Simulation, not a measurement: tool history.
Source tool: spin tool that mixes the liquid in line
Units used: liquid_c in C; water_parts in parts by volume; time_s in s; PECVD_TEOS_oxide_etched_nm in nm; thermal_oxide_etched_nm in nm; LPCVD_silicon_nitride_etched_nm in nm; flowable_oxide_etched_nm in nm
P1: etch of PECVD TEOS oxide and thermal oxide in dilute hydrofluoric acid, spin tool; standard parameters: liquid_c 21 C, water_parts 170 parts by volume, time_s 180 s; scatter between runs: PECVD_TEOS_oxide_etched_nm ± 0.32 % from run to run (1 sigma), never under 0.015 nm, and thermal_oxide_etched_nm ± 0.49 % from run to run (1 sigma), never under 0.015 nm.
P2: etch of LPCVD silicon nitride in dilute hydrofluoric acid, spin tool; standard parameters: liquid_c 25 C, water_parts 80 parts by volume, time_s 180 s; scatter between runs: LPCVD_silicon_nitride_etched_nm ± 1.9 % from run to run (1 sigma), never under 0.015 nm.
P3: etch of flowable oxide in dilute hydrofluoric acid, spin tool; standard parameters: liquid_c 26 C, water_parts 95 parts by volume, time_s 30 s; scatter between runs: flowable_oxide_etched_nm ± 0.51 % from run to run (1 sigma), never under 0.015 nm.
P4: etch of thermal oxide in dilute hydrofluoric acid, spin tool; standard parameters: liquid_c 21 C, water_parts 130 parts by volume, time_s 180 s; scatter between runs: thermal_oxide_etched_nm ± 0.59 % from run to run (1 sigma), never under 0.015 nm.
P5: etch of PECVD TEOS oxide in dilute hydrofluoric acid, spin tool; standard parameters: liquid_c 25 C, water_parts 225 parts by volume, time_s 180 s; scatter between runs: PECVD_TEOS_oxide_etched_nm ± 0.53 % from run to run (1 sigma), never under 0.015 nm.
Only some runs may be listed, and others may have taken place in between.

run,hour,process,liquid_c,water_parts,time_s,hours since the thermometer was replaced,hours since the hydrofluoric acid flow meter was replaced,PECVD_TEOS_oxide_etched_nm,thermal_oxide_etched_nm,LPCVD_silicon_nitride_etched_nm,flowable_oxide_etched_nm
1,5.1,P1,21,170,180,307.9,635,24.979,4.1721,,
2,13.1,P5,25,225,180,315.9,643,12.068,,,
3,19.2,P5,25,225,180,322,649.1,12.01,,,
4,24.4,P2,25,80,180,327.2,654.3,,,1.1026,
5,32.4,P1,21,170,30,335.2,662.3,4.1127,0.68937,,
6,40.2,P1,21,170,260,343,670.1,35.619,5.92,,
7,49,P4,21,130,365,351.8,678.9,,11.397,,
8,58.1,P2,25,80,180,360.9,688,,,1.0684,
9,64.8,P1,28,170,180,367.6,694.7,32.309,5.371,,
10,71.8,P1,21,170,180,374.6,701.7,24.91,4.1115,,
11,79.1,P3,26,160,30,381.9,709,,,,8.6327
12,84.8,P2,25,80,360,387.6,714.7,,,2.2828,
13,89.1,P2,29.5,80,180,391.9,719,,,1.5606,
14,97.6,P3,26,95,30,400.4,727.5,,,,15.888
15,106.3,P1,21,170,180,409.1,736.2,24.828,4.1275,,
16,114.2,P4,17,130,180,417,744.1,,4.7848,,
17,123.5,P1,21,170,180,426.3,753.4,24.697,4.1123,,
18,128.6,P4,21,130,180,431.4,758.5,,5.6523,,
19,137.4,P5,25,225,15,440.2,767.3,0.98342,,,
20,142.8,P1,17,170,325,445.6,772.7,38.307,6.3221,,
21,147.4,P3,33,95,30,450.2,777.3,,,,20.527

Expected results for the next run?
22,156.1,P3,26,95,15,458.9,786,,,,?

{"run 22": {"flowable_oxide_etched_nm": 7.8471}}
